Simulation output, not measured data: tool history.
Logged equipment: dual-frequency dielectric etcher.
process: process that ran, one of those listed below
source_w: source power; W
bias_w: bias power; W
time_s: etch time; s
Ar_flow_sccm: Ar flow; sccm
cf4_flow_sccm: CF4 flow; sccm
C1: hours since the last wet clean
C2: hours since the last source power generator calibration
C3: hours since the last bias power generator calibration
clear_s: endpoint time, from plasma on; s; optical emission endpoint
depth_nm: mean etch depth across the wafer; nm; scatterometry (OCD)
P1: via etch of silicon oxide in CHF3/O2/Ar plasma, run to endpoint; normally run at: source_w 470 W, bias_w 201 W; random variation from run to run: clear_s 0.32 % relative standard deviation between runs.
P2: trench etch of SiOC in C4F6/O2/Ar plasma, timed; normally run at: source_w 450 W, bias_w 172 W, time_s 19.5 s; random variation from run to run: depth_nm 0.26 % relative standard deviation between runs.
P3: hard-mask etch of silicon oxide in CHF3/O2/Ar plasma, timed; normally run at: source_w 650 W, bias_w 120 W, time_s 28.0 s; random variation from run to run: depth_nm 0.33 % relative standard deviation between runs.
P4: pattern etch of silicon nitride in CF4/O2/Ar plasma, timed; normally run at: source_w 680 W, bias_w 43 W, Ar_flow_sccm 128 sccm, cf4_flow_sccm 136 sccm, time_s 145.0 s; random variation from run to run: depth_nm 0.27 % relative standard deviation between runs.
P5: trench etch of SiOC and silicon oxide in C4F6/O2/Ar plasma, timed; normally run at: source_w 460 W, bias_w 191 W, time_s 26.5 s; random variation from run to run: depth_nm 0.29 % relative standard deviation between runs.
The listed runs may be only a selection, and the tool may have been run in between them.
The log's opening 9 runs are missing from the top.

Run 10, hour 70.9: process P2, source_w 570 W, bias_w 172 W, time_s 19.5 s; C1 233.1; C2 1437.5; C3 2066.9. Result: depth_nm 45.214 nm.
Run 11, hour 77.7: process P1, source_w 470 W, bias_w 261 W; C1 239.9; C2 1444.3; C3 2073.7. Result: clear_s 279.59 s.
Run 12, hour 84.9: process P4, source_w 680 W, bias_w 43 W, time_s 145.0 s, Ar_flow_sccm 128 sccm, cf4_flow_sccm 176 sccm; C1 247.1; C2 1451.5; C3 2080.9. Result: depth_nm 341.560 nm.
Run 13, hour 91.3: process P1, source_w 340 W, bias_w 234 W; C1 253.5; C2 1457.9; C3 2087.3. Result: clear_s 326.11 s.
Run 14, hour 100.1: process P4, source_w 810 W, bias_w 43 W, time_s 145.0 s, Ar_flow_sccm 128 sccm, cf4_flow_sccm 136 sccm; C1 262.3; C2 1466.7; C3 2096.1. Result: depth_nm 386.220 nm.
Run 15, hour 105.0: process P5, source_w 460 W, bias_w 191 W, time_s 37.5 s; C1 267.2; C2 1471.6; C3 2101.0. Result: depth_nm 80.640 nm.
Run 16, hour 110.5: process P5, source_w 550 W, bias_w 191 W, time_s 26.5 s; C1 272.7; C2 1477.1; C3 2106.5. Result: depth_nm 60.925 nm.
Run 17, hour 119.9: process P3, source_w 650 W, bias_w 166 W, time_s 28.0 s; C1 282.1; C2 1486.5; C3 2115.9. Result: depth_nm 54.847 nm.
Run 18, hour 126.8: process P4, source_w 680 W, bias_w 43 W, time_s 145.0 s, Ar_flow_sccm 164 sccm, cf4_flow_sccm 136 sccm; C1 289.0; C2 1493.4; C3 2122.8. Result: depth_nm 320.910 nm.
Run 19, hour 131.6: process P2, source_w 450 W, bias_w 172 W, time_s 19.5 s; C1 293.8; C2 1498.2; C3 2127.6. Result: depth_nm 41.200 nm.
Run 20, hour 137.4: process P1, source_w 470 W, bias_w 201 W; C1 299.6; C2 1504.0; C3 2133.4. Result: clear_s 302.81 s.
Run 21, hour 145.0: process P1, source_w 470 W, bias_w 201 W; C1 307.2; C2 1511.6; C3 2141.0. Result: clear_s 305.18 s.
Run 22, hour 151.3: process P3, source_w 650 W, bias_w 120 W, time_s 28.0 s; C1 313.5; C2 1517.9; C3 2147.3. Result: depth_nm 49.654 nm.
Run 23, hour 157.5: process P4, source_w 680 W, bias_w 43 W, time_s 145.0 s, Ar_flow_sccm 128 sccm, cf4_flow_sccm 136 sccm; C1 319.7; C2 1524.1; C3 2153.5. Result: depth_nm 331.660 nm.
Run 24, hour 163.2: process P5, source_w 460 W, bias_w 191 W, time_s 26.5 s; C1 325.4; C2 1529.8; C3 2159.2. Result: depth_nm 56.907 nm.
Run 25, hour 170.4: process P4, source_w 680 W, bias_w 28 W, time_s 145.0 s, Ar_flow_sccm 128 sccm, cf4_flow_sccm 136 sccm; C1 332.6; C2 1537.0; C3 2166.4. Result: depth_nm 287.430 nm.
Run 26, hour 177.9: process P2, source_w 450 W, bias_w 172 W, time_s 10.5 s; C1 340.1; C2 1544.5; C3 2173.9. Result: depth_nm 22.374 nm.
Run 27, hour 184.9: process P4, source_w 680 W, bias_w 43 W, time_s 99.0 s, Ar_flow_sccm 128 sccm, cf4_flow_sccm 136 sccm; C1 347.1; C2 1551.5; C3 2180.9. Result: depth_nm 225.340 nm.
Run 28, hour 193.7: process P2, source_w 450 W, bias_w 172 W, time_s 19.5 s; C1 355.9; C2 1560.3; C3 2189.7. Result: depth_nm 41.259 nm.
Run 29, hour 200.8: process P5, source_w 460 W, bias_w 124 W, time_s 26.5 s; C1 363.0; C2 1567.4; C3 2196.8. Result: depth_nm 50.172 nm.
Run 30, hour 208.3: process P1, source_w 470 W, bias_w 201 W; C1 370.5; C2 1574.9; C3 2204.3. Result: clear_s 307.55 s.

Run 31, settings as shown, results not yet in. Your forecast:
Run 31, hour 214.4: process P3, source_w 650 W, bias_w 120 W, time_s 19.0 s; C1 376.6; C2 1581.0; C3 2210.4. Result: depth_nm ?.

{"run 31": {"depth_nm": 33.692}}
